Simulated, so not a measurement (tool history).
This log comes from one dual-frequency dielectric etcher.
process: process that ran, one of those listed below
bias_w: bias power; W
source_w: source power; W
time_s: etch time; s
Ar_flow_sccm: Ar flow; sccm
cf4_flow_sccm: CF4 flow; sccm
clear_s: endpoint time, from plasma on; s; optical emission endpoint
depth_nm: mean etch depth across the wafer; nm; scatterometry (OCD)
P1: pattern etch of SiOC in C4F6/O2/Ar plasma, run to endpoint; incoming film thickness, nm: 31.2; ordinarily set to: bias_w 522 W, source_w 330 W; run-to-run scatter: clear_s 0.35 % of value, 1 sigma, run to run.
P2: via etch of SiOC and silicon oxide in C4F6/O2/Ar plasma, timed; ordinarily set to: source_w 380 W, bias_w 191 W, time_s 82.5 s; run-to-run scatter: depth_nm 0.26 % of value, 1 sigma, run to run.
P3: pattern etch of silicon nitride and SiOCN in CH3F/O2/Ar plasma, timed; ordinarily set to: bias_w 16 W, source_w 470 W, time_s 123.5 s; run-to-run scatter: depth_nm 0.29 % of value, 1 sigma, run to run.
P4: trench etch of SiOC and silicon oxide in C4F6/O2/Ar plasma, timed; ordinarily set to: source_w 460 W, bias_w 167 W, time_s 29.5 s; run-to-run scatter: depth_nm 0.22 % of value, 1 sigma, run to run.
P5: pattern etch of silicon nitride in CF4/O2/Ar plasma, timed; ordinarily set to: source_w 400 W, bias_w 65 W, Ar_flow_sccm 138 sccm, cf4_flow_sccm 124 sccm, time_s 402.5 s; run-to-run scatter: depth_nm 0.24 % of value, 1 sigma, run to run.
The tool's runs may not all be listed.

run   hour  process  bias_w  source_w  time_s  Ar_flow_sccm  cf4_flow_sccm  hours since the last wet clean  hours since the last bias power generator calibration  hours since the last source power generator calibration  clear_s  depth_nm
  1    6.9       P1     522       330                                                                213.6                                                 1569.8                                                   1219.5  10.9100
  2   12.9       P4     167       460    16.0                                                        219.6                                                 1575.8                                                   1225.5             32.832
  3   20.7       P2     191       380    82.5                                                        227.4                                                 1583.6                                                   1233.3             93.797
  4   28.3       P5      65       400   402.5           138            159                           235.0                                                 1591.2                                                   1240.9            697.490
  5   36.2       P1     522       330                                                                242.9                                                 1599.1                                                   1248.8  10.8420
  6   42.7       P3      16       590   123.5                                                        249.4                                                 1605.6                                                   1255.3             15.967
  7   53.1       P2     191       540    82.5                                                        259.8                                                 1616.0                                                   1265.7            106.970
      62.4  -- bias power generator calibrated
  8   63.1       P5      65       490   402.5           138            124                           269.8                                                    0.7                                                   1275.7            808.730
  9   69.7       P1     358       200                                                                276.4                                                    7.3                                                   1282.3  14.9870
 10   76.6       P1     309       330                                                                283.3                                                   14.2                                                   1289.2  13.2100
 11   84.2       P4     167       460    29.5                                                        290.9                                                   21.8                                                   1296.8             60.324
 12   93.7       P5      65       400   221.5           138            124                           300.4                                                   31.3                                                   1306.3            374.000
 13  103.0       P1     522       330                                                                309.7                                                   40.6                                                   1315.6  10.9360
 14  110.7       P5      65       400   402.5           138            124                           317.4                                                   48.3                                                   1323.3            680.340
 15  119.7       P5      47       400   402.5           138            124                           326.4                                                   57.3                                                   1332.3            598.970
 16  129.4       P1     643       330                                                                336.1                                                   67.0                                                   1342.0  10.0310
 17  135.4       P3      16       470   123.5                                                        342.1                                                   73.0                                                   1348.0             14.737
 18  143.5       P1     522       430                                                                350.2                                                   81.1                                                   1356.1   9.8076
 19  149.0       P1     522       330                                                                355.7                                                   86.6                                                   1361.6  10.8480
 20  158.3       P3      16       470   166.5                                                        365.0                                                   95.9                                                   1370.9             19.907
 21  166.9       P2     191       380   110.5                                                        373.6                                                  104.5                                                   1379.5            125.520
 22  172.4       P3      16       470   123.5                                                        379.1                                                  110.0                                                   1385.0             14.729
 23  178.6       P4     232       460    29.5                                                        385.3                                                  116.2                                                   1391.2             67.041
 24  185.8       P1     522       270                                                                392.5                                                  123.4                                                   1398.4  11.7090
 25  192.9       P1     522       330                                                                399.6                                                  130.5                                                   1405.5  10.8250
 26  198.5       P5      65       400   402.5           138            124                           405.2                                                  136.1                                                   1411.1            680.200
     201.9  -- source power generator calibrated
 27  205.9       P5      65       400   402.5            97            124                           412.6                                                  143.5                                                      4.1            705.590
 28  214.1       P1     522       330                                                                420.8                                                  151.7                                                     12.3  10.9290
 29  219.8       P1     351       200                                                                426.5                                                  157.4                                                     18.0  15.2250
 30  225.9       P3      22       470   123.5                                                        432.6                                                  163.5                                                     24.1             16.931
 31  232.8       P1     522       330                                                                439.5                                                  170.4                                                     31.0  10.8600
 32  242.3       P4     167       610    29.5                                                        449.0                                                  179.9                                                     40.5             67.404
 33  251.4       P2     146       380    82.5                                                        458.1                                                  189.0                                                     49.6             86.418
 34  259.4       P1     522       330                                                                466.1                                                  197.0                                                     57.6  10.8580
 35  264.7       P1     522       330                                                                471.4                                                  202.3                                                     62.9  10.9220
 36  270.1       P1     522       330                                                                476.8                                                  207.7                                                     68.3  10.9440
 37  277.7       P1     522       330                                                                484.4                                                  215.3                                                     75.9  11.0210
 38  287.4       P1     522       330                                                                494.1                                                  225.0                                                     85.6  11.0270
 39  294.7       P1     522       330                                                                501.4                                                  232.3                                                     92.9  10.9860
     296.8  -- wet clean of the chamber
 40  303.6       P1     522       330                                                                  6.9                                                  241.2                                                    101.8  11.0920
 41  311.2       P1     522       330                                                                 14.5                                                  248.8                                                    109.4  11.0060
 42  316.1       P1     522       330                                                                 19.4                                                  253.7                                                    114.3  11.0560
 43  326.0       P1     522       330                                                                 29.3                                                  263.6                                                    124.2  11.0820

P1 no longer gives what it gave before; its output has crept away from where it was. The following 2 causes, each at its listed size, fit the log equally well:
A: source power that arrives under what is set, % = 4.61
B: bias power that arrives under what is set, % = 4.48
The onset of the drift is placed at about hour 259.4.
Each remaining cause and why it is not a fit:
chamber walls in a state that lowers the etch rate, %: serviced after onset, at hour 296.8, with no recovery of the prior output

Consider the 4 single-wafer check runs listed below, results given as question marks: which one distinguishes between the causes by giving clearly different results for each?
check 1  335.9       P5      65       400   402.5           138            153                                                                                                                                                                  ?
check 2  335.9       P4     203       460    29.5                                                                                                                                                                                               ?
check 3  335.9       P2     161       380    82.5                                                                                                                                                                                               ?
check 4  335.9       P3      19       590   123.5                                                                                                                                                                                               ?

What each check would give under each cause:
  check    result     if A     if B
check 1  depth_nm  667.680  683.110
check 2  depth_nm   63.042   63.271
check 3  depth_nm   87.097   87.445
check 4  depth_nm   16.931   16.894
Smallest distance between any two causes, each pair judged by its most separating result, in per cent: check 1 2.29 %; check 2 0.36 %; check 3 0.4 %; check 4 0.22 %
Check 1 distinguishes between the causes, while the remaining checks would return nearly the same result for all of them.

After running check 1, the following was obtained: depth_nm 668.090 nm. Which cause does this point to?

A is the cause: source power that arrives under what is set, %.

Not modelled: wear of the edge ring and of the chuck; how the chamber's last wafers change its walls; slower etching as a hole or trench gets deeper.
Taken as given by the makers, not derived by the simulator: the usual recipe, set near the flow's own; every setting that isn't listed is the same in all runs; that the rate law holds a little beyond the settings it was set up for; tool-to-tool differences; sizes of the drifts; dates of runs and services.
